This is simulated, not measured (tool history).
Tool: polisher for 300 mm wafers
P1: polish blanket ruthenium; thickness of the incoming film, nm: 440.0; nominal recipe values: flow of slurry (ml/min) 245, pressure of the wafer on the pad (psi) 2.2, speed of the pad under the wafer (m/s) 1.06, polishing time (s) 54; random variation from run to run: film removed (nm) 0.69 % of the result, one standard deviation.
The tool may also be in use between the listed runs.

run	hour	flow of slurry (ml/min)	pressure of the wafer on the pad (psi)	speed of the pad under the wafer (m/s)	polishing time (s)	wafers polished on this pad	hours since the slurry nozzle was cleaned	hours since the head pressure was calibrated	film removed (nm)
1	7.6	245	2.2	1.06	54	654	218.2	455.3	77.345
2	11.2	380	2.2	1.06	54	686	221.8	458.9	80.88
3	15.1	245	2.2	1.06	54	720	225.7	462.8	77.65
4	19.5	245	1	1.06	54	760	230.1	467.2	35.387
5	26	245	2.2	1.06	54	817	236.6	473.7	77.184
6	33.5	245	2.2	0.58	54	884	244.1	481.2	42.418
7	40.4	245	2.2	1.06	54	945	251	488.1	77.77
8	46	245	2.2	1.06	85	995	256.6	493.7	123.28
9	52.6	245	3.4	1.06	54	1054	263.2	500.3	120.77
10	60.2	145	2.2	1.06	54	1121	270.8	507.9	71.607
11	68	245	2.2	1.06	37	1191	278.6	515.7	53.591
12	72.7	245	2.2	1.42	54	1232	283.3	520.4	104.36
13	80.2	175	1.4	1.06	54	1299	290.8	527.9	47.069
14	86.5	245	2.2	1.06	54	1355	297.1	534.2	76.669
15	91.6	245	2.2	1.06	54	1400	302.2	539.3	78.529
16	95.9	245	2.2	1.06	54	1439	306.5	543.6	76.659
17	101	245	2.2	1.06	54	1484	311.6	548.7	75.677
18	106	245	2.2	1.06	54	1528	316.6	553.7	75.802
19	112.3	245	2.2	1.06	54	1584	322.9	560	73.934
20	116.3	245	2.2	1.06	54	1620	326.9	564	74.638
# hour 116.7: worn pad replaced by a new one
21	120.6	245	2.2	1.06	54	35	331.2	568.3	74.202
22	124.3	245	2.2	1.06	54	68	334.9	572	74.662
23	131.9	245	2.2	1.06	54	135	342.5	579.6	74.247

What P1 gives has crept off from where it sat before. The 2 causes that follow fit the log equally well, each at the size noted:
A: slurry flow missing at the pad, % = 28.1
B: head's pressure below its setpoint, % = 4.11
The drift started at roughly hour 91.6.
Every other cause this tool's parts could produce, and why it does not fit the log:
removal rate lost through wear of the pad, %: serviced after onset, at hour 116.7, with no recovery of the prior output

Each of the check runs listed below is run on 5 wafers and reports their average, with the results left as question marks. Pick the one under which the possible causes would lead to clearly different results.
check 1	139.5	145	1.2	1.06	54				?
check 2	139.5	245	2.2	1.06	42				?
check 3	139.5	245	3.1	1.06	83				?
check 4	139.5	245	3.1	1.06	54				?

Check results expected under each cause:
check	result	if A	if B
check 1	film removed (nm)	36.718	37.699
check 2	film removed (nm)	57.86	57.864
check 3	film removed (nm)	161.12	161.13
check 4	film removed (nm)	104.82	104.83
Smallest distance between any two causes, each pair judged by its most separating result, in per cent: check 1 2.63 %; check 2 0.01 %; check 3 0.01 %; check 4 0.01 %
The causes can be told apart only by check 1. The other checks would give nearly the same results under each of them.

Then check 1 was run and gave: film removed (nm) 37.547. Which cause is it?

The correct cause is B, namely: head's pressure below its setpoint, %.
